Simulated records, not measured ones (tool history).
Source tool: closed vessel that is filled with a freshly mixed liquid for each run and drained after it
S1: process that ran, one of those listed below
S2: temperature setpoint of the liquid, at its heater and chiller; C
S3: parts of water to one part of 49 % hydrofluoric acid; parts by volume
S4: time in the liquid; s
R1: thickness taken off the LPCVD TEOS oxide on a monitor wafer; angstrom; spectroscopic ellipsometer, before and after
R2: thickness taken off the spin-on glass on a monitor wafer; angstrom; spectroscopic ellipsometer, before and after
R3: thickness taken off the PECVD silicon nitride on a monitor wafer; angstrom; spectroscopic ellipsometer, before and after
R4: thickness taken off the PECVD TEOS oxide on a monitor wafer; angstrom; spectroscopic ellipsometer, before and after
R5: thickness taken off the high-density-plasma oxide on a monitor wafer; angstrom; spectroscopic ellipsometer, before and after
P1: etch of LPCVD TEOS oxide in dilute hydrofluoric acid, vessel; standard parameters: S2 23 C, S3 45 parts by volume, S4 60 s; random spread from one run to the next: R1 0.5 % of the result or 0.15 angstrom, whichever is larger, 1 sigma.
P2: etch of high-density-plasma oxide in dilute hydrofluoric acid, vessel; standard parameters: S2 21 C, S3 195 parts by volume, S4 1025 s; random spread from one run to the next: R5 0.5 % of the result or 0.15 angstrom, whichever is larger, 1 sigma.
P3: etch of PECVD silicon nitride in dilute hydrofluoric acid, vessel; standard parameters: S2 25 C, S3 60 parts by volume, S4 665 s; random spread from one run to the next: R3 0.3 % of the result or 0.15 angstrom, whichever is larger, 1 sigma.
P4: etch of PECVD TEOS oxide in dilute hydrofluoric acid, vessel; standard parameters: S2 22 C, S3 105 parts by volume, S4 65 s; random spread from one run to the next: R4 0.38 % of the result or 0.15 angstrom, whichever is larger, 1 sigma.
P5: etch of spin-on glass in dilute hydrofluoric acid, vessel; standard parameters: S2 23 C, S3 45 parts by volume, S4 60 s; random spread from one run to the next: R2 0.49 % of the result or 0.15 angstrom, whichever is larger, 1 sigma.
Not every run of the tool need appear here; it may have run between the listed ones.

run	hour	S1	S2	S3	S4	R1	R2	R3	R4	R5
1	15.3	P1	23	45	60	337.89				
2	28.4	P1	23	65	60	227.87				
3	45.9	P1	23	30	30	260.41				
4	64.4	P5	23	45	60		521.64			
5	75.3	P3	25	60	665			198.89		
6	93.6	P3	25	110	665			109.33		
7	111.7	P4	29.5	105	65				114.1	
8	121.4	P3	25	60	1335			399.77		
9	134.4	P2	21	195	1750					820.58
10	150.3	P1	30	45	60	448				
11	165.9	P5	23	20	60		1213.6			
12	178.1	P4	22	105	65				85.906	
13	195.8	P1	23	25	60	623.73				
14	207.7	P1	23	45	60	340.5				
15	217.3	P1	23	45	60	337.01				
16	236.2	P1	17	45	100	439.4				
17	254	P5	23	45	110		957.98			
18	268.1	P3	31.5	60	665			303.23		
19	279.1	P2	28.5	195	1025					629.98
20	289.1	P5	19	45	60		439.76			
21	297.9	P1	23	45	100	564.19				
22	309.5	P4	22	35	65				280.68	
23	320.5	P1	23	45	60	341.59				
24	337.2	P4	22	105	30				39.882	
25	354.4	P2	21	195	1025					481.26

What will run 26 give?
26	365.8	P2	21	30	1025					?

R5: 3756.8 angstrom
